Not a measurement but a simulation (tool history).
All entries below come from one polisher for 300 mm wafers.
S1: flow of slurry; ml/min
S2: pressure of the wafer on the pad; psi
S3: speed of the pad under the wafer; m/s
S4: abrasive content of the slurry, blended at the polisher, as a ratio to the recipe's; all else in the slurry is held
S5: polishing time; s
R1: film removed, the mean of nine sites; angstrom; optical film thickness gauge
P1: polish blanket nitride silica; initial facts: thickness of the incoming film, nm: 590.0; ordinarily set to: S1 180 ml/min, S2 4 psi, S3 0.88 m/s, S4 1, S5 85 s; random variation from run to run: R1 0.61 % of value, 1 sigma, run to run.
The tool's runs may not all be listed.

run	hour	S1	S2	S3	S4	S5	R1
1	16.2	180	4	0.88	1	85	634.48
2	26.2	180	4	0.88	1	85	628.99
3	42.1	180	4	0.88	1	85	631.58
4	50.4	180	4	0.88	1	85	629.73
5	66.8	180	4	0.88	1	85	633.01
6	75.9	180	4	1.36	1	85	887.79
7	86.8	180	4	0.88	1	113	840.83
# hour 94.5: conditioning disc replaced and pad reconditioned
8	102	180	4	0.88	1.3	85	701.46
9	117.5	180	4	0.54	1	85	430.01
10	126.5	180	4	0.88	1	85	627.95
11	135.3	230	4	0.88	1	118	903.54
12	150.8	180	4	0.88	1	41	300.37
13	158	180	5.3	0.88	1	85	826.43
14	168.8	110	4	0.88	1	85	573.48
15	177.5	240	4	0.88	1	85	663.7

Predict the results of run 16:
16	191.9	180	2	0.88	1	85	?

R1: 318.65 angstrom
